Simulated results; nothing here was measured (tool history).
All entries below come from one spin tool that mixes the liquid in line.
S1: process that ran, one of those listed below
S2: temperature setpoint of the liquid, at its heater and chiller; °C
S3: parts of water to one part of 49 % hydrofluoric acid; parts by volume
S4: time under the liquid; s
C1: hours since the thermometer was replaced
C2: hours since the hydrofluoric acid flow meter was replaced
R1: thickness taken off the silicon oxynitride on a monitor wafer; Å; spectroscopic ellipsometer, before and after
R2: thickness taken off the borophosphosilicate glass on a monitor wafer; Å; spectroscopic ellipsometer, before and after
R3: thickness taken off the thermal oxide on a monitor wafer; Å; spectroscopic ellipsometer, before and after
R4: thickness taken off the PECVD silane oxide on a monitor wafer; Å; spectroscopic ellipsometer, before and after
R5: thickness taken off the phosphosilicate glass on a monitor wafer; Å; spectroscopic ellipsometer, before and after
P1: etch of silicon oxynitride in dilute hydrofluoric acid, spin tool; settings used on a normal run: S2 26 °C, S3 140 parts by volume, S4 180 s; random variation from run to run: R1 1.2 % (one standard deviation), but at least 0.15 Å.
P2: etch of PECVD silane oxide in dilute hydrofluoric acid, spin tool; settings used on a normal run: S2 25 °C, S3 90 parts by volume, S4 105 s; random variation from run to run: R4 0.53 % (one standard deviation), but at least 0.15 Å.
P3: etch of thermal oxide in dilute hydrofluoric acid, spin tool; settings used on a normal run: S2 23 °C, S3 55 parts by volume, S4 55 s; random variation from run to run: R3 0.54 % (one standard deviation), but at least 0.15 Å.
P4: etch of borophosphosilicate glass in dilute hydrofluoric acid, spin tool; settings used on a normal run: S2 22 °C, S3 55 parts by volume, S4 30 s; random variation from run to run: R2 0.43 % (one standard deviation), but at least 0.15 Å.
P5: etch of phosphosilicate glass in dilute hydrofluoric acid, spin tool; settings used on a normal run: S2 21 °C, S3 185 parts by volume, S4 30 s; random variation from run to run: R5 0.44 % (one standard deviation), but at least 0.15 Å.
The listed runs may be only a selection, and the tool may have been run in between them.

| run | hour | S1 | S2 | S3 | S4 | C1 | C2 | R1 | R2 | R3 | R4 | R5 |
|---|---|---|---|---|---|---|---|---|---|---|---|---|
| 1 | 2.8 | P1 | 26 | 140 | 180 | 1442 | 722.9 | 19.645 |  |  |  |  |
| 2 | 5.2 | P4 | 22 | 55 | 30 | 1444.4 | 725.3 |  | 462.38 |  |  |  |
| 3 | 9.8 | P1 | 26 | 75 | 180 | 1449 | 729.9 | 39.175 |  |  |  |  |
| 4 | 13.6 | P1 | 32.5 | 140 | 285 | 1452.8 | 733.7 | 41.71 |  |  |  |  |
| 5 | 17.7 | P3 | 18 | 55 | 55 | 1456.9 | 737.8 |  |  | 39.791 |  |  |
| 6 | 21.9 | P4 | 17 | 55 | 30 | 1461.1 | 742 |  | 373.71 |  |  |  |
| 7 | 26.3 | P3 | 23 | 55 | 55 | 1465.5 | 746.4 |  |  | 48.871 |  |  |
| 8 | 29.5 | P1 | 26 | 140 | 345 | 1468.7 | 749.6 | 37.085 |  |  |  |  |
| 9 | 32.1 | P2 | 32 | 90 | 105 | 1471.3 | 752.2 |  |  |  | 343.36 |  |
| 10 | 34.9 | P1 | 31 | 140 | 180 | 1474.1 | 755 | 24.851 |  |  |  |  |
| 11 | 37.7 | P1 | 21 | 140 | 80 | 1476.9 | 757.8 | 6.7273 |  |  |  |  |
| 12 | 41 | P1 | 26 | 140 | 180 | 1480.2 | 761.1 | 19.825 |  |  |  |  |
| 13 | 46.3 | P1 | 17.5 | 140 | 180 | 1485.5 | 766.4 | 13.355 |  |  |  |  |
| 14 | 49 | P5 | 21 | 185 | 30 | 1488.2 | 769.1 |  |  |  |  | 188.12 |
| 15 | 53.3 | P3 | 23 | 55 | 110 | 1492.5 | 773.4 |  |  | 97.631 |  |  |
| 16 | 57.3 | P1 | 26 | 140 | 180 | 1496.5 | 777.4 | 20.002 |  |  |  |  |
| 17 | 60.2 | P4 | 22 | 55 | 30 | 1499.4 | 780.3 |  | 463.56 |  |  |  |
| 18 | 64 | P5 | 21 | 185 | 30 | 1503.2 | 784.1 |  |  |  |  | 189.13 |
| 19 | 67 | P2 | 25 | 30 | 105 | 1506.2 | 787.1 |  |  |  | 849.81 |  |
| 20 | 71.3 | P4 | 22 | 55 | 50 | 1510.5 | 791.4 |  | 772.61 |  |  |  |
| 21 | 75.2 | P1 | 26 | 140 | 180 | 1514.4 | 795.3 | 19.531 |  |  |  |  |
| 22 | 79.9 | P1 | 26 | 235 | 180 | 1519.1 | 800 | 11.015 |  |  |  |  |
| 23 | 84.3 | P2 | 25 | 90 | 105 | 1523.5 | 804.4 |  |  |  | 260.09 |  |
| 24 | 87 | P1 | 22.5 | 220 | 180 | 1526.2 | 807.1 | 10.112 |  |  |  |  |
| 25 | 91.1 | P5 | 21 | 320 | 30 | 1530.3 | 811.2 |  |  |  |  | 95.811 |
| 26 | 95.5 | P4 | 22 | 25 | 30 | 1534.7 | 815.6 |  | 1055.3 |  |  |  |
| 27 | 100.5 | P1 | 26 | 140 | 90 | 1539.7 | 820.6 | 9.8881 |  |  |  |  |
| 28 | 102.8 | P5 | 27 | 185 | 30 | 1542 | 822.9 |  |  |  |  | 236.77 |
| 29 | 107.3 | P3 | 23 | 55 | 55 | 1546.5 | 827.4 |  |  | 48.724 |  |  |
| 30 | 111.6 | P5 | 21 | 185 | 15 | 1550.8 | 831.7 |  |  |  |  | 94.399 |
| 31 | 114.4 | P2 | 25 | 90 | 200 | 1553.6 | 834.5 |  |  |  | 502.76 |  |
| 32 | 116.9 | P3 | 23 | 20 | 55 | 1556.1 | 837 |  |  | 139.15 |  |  |
| 33 | 120.5 | P1 | 26 | 140 | 180 | 1559.7 | 840.6 | 19.44 |  |  |  |  |
| 34 | 123.6 | P1 | 26 | 140 | 180 | 1562.8 | 843.7 | 20.224 |  |  |  |  |
| 35 | 128.6 | P1 | 26 | 140 | 180 | 1567.8 | 848.7 | 18.887 |  |  |  |  |
| 36 | 133.1 | P1 | 26 | 140 | 180 | 1572.3 | 853.2 | 18.585 |  |  |  |  |
| 37 | 137.8 | P1 | 26 | 140 | 180 | 1577 | 857.9 | 18.459 |  |  |  |  |
| 38 | 142.4 | P1 | 26 | 140 | 180 | 1581.6 | 862.5 | 17.88 |  |  |  |  |
| 39 | 145.6 | P1 | 26 | 140 | 180 | 1584.8 | 865.7 | 18.303 |  |  |  |  |
| 40 | 150.6 | P1 | 26 | 140 | 180 | 1589.8 | 870.7 | 18.269 |  |  |  |  |
| 41 | 154.2 | P1 | 26 | 140 | 180 | 1593.4 | 874.3 | 17.824 |  |  |  |  |
| 42 | 158.2 | P1 | 26 | 140 | 180 | 1597.4 | 878.3 | 18.2 |  |  |  |  |

What P1 gives has crept off from where it sat before. The 2 causes that follow fit the log equally well, each at the size noted:
A: hydrofluoric acid flow below the setpoint (%) = 8.06
B: liquid colder than its thermometer reads (K) = 2.07
The drift started at roughly hour 123.6.

Of the 4 check runs listed below, each run on one wafer and each result written as a question mark, which would let you distinguish the listed causes because they would give clearly different results?
| check 1 | 162.2 | P5 | 21 | 305 | 30 |  |  |  |  |  |  | ? |
| check 2 | 162.2 | P3 | 23 | 30 | 110 |  |  |  |  | ? |  |  |
| check 3 | 162.2 | P2 | 25 | 40 | 105 |  |  |  |  |  | ? |  |
| check 4 | 162.2 | P4 | 22 | 35 | 50 |  |  |  | ? |  |  |  |

Check results expected under each cause:
| check | result | if A | if B |
|---|---|---|---|
| check 1 | R5 | 91.752 | 94.798 |
| check 2 | R3 | 169.5 | 169.42 |
| check 3 | R4 | 572.2 | 573.93 |
| check 4 | R2 | 1133.6 | 1133.4 |
Minimum pairwise separation of causes per check, each pair taken at its best-separating result: check 1 3.27 %; check 2 0.04 %; check 3 0.3 %; check 4 0.02 %
Check 1 distinguishes between the causes, while the remaining checks would return nearly the same result for all of them.

Check 1 was carried out, with these results: R5 91.827 Å. Which of the listed causes is responsible?

A is the cause: hydrofluoric acid flow below the setpoint (%).

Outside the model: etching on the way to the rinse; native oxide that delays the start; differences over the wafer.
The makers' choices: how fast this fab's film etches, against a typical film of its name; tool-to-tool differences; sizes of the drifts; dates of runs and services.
